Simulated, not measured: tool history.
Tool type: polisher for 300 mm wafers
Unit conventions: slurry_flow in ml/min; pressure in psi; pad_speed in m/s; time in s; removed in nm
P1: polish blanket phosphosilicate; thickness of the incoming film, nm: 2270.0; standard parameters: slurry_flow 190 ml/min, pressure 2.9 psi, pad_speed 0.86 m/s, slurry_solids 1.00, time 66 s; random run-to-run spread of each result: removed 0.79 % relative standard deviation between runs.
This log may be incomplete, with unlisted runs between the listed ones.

{"run": 1, "day": 0.154, "slurry_flow": 190, "pressure": 2.9, "pad_speed": 0.86, "slurry_solids": 1.0, "time": 66, "removed": 473.1}
{"run": 2, "day": 0.396, "slurry_flow": 145, "pressure": 1.7, "pad_speed": 0.86, "slurry_solids": 1.0, "time": 66, "removed": 261.79}
{"run": 3, "day": 0.562, "slurry_flow": 190, "pressure": 3.8, "pad_speed": 0.86, "slurry_solids": 1.0, "time": 66, "removed": 612.45}
{"run": 4, "day": 0.754, "slurry_flow": 190, "pressure": 2.9, "pad_speed": 0.86, "slurry_solids": 1.0, "time": 66, "removed": 468.6}
{"run": 5, "day": 0.938, "slurry_flow": 190, "pressure": 2.9, "pad_speed": 0.86, "slurry_solids": 1.0, "time": 66, "removed": 466.63}
{"run": 6, "day": 1.146, "slurry_flow": 190, "pressure": 2.9, "pad_speed": 0.86, "slurry_solids": 1.0, "time": 66, "removed": 464.71}
{"run": 7, "day": 1.3, "slurry_flow": 190, "pressure": 2.9, "pad_speed": 0.86, "slurry_solids": 1.0, "time": 66, "removed": 469.35}
{"run": 8, "day": 1.488, "slurry_flow": 190, "pressure": 2.9, "pad_speed": 0.86, "slurry_solids": 1.25, "time": 66, "removed": 512.2}
{"run": 9, "day": 1.633, "slurry_flow": 250, "pressure": 2.9, "pad_speed": 1.14, "slurry_solids": 1.0, "time": 66, "removed": 593.05}
{"run": 10, "day": 1.867, "slurry_flow": 190, "pressure": 2.9, "pad_speed": 0.86, "slurry_solids": 1.0, "time": 30, "removed": 212.37}
{"run": 11, "day": 2.096, "slurry_flow": 190, "pressure": 2.9, "pad_speed": 1.24, "slurry_solids": 1.0, "time": 66, "removed": 624.07}
{"day": 2.246, "done": "worn pad replaced by a new one"}
{"run": 12, "day": 2.329, "slurry_flow": 135, "pressure": 2.9, "pad_speed": 0.86, "slurry_solids": 1.0, "time": 66, "removed": 442.09}
{"run": 13, "day": 2.571, "slurry_flow": 295, "pressure": 2.9, "pad_speed": 1.06, "slurry_solids": 1.0, "time": 66, "removed": 582.5}
{"day": 2.712, "done": "head pressure recalibrated"}
{"run": 14, "day": 2.742, "slurry_flow": 190, "pressure": 2.9, "pad_speed": 0.86, "slurry_solids": 1.0, "time": 66, "removed": 457.29}
{"run": 15, "day": 2.883, "slurry_flow": 190, "pressure": 2.9, "pad_speed": 0.86, "slurry_solids": 1.0, "time": 94, "removed": 664.49}
{"run": 16, "day": 3.0, "slurry_flow": 190, "pressure": 2.9, "pad_speed": 0.86, "slurry_solids": 0.5, "time": 66, "removed": 322.88}
{"run": 17, "day": 3.2, "slurry_flow": 295, "pressure": 2.9, "pad_speed": 0.86, "slurry_solids": 1.0, "time": 66, "removed": 493.55}
{"run": 18, "day": 3.329, "slurry_flow": 190, "pressure": 2.9, "pad_speed": 0.86, "slurry_solids": 1.0, "time": 66, "removed": 469.52}
{"run": 19, "day": 3.533, "slurry_flow": 190, "pressure": 2.9, "pad_speed": 0.46, "slurry_solids": 1.0, "time": 66, "removed": 283.86}
{"run": 20, "day": 3.771, "slurry_flow": 190, "pressure": 2.1, "pad_speed": 0.86, "slurry_solids": 1.0, "time": 66, "removed": 337.36}
{"run": 21, "day": 3.979, "slurry_flow": 190, "pressure": 2.9, "pad_speed": 0.86, "slurry_solids": 1.0, "time": 66, "removed": 466.65}
{"run": 22, "day": 4.117, "slurry_flow": 190, "pressure": 2.9, "pad_speed": 0.86, "slurry_solids": 1.0, "time": 66, "removed": 463.08}
{"run": 23, "day": 4.346, "slurry_flow": 190, "pressure": 2.9, "pad_speed": 0.86, "slurry_solids": 1.0, "time": 66, "removed": 446.73}

The next listed run, before its measurement:
{"run": 24, "day": 4.596, "slurry_flow": 190, "pressure": 2.9, "pad_speed": 0.86, "slurry_solids": 1.0, "time": 66, "removed": "?"}

For run 24 the tool returned removed 430.39 nm.
